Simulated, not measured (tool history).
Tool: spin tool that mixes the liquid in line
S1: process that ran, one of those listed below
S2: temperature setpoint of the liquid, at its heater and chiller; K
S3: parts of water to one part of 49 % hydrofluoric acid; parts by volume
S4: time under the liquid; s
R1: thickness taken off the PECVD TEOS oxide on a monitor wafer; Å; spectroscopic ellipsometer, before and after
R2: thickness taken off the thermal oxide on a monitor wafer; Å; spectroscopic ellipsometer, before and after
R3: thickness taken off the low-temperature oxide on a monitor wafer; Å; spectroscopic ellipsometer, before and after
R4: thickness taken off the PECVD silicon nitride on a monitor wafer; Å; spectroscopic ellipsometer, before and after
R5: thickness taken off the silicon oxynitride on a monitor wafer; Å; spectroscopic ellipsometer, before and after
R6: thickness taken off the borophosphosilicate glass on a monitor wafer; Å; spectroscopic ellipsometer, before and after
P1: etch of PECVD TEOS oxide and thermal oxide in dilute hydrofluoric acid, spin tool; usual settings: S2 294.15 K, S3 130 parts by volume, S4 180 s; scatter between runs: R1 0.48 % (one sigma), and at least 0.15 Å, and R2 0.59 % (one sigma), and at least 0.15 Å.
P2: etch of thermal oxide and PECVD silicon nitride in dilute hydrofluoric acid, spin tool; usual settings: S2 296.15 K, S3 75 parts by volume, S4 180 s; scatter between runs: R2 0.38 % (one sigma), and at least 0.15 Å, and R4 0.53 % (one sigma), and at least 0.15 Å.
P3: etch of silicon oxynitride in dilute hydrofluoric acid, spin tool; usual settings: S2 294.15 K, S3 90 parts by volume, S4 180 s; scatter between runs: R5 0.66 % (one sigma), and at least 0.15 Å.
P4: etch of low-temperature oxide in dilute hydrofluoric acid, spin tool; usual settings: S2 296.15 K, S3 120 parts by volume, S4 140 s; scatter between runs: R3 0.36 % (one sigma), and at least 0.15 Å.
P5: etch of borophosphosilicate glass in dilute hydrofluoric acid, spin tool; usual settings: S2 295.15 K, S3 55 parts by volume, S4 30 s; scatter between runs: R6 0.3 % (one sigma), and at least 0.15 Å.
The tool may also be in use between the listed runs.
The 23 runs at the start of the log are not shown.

run	day	S1	S2	S3	S4	R1	R2	R3	R4	R5	R6
24	12.792	P1	290.15	130	95	75.571	23.312				
25	13.321	P2	296.15	25	180		337.58		290.57		
26	13.971	P4	296.15	120	280			302.55			
27	14.367	P5	295.15	95	30						85.677
28	14.862	P5	295.15	55	15						77.468
29	15.567	P1	301.15	130	180	220.8	68.599				
30	15.908	P2	296.15	75	180		105.88		98.938		
31	16.442	P4	296.15	120	140			152.08			

Run 32 has not been measured yet. What should we expect?
32	16.758	P3	294.15	90	180					?	

Run 32 measured R5 38.391 Å.

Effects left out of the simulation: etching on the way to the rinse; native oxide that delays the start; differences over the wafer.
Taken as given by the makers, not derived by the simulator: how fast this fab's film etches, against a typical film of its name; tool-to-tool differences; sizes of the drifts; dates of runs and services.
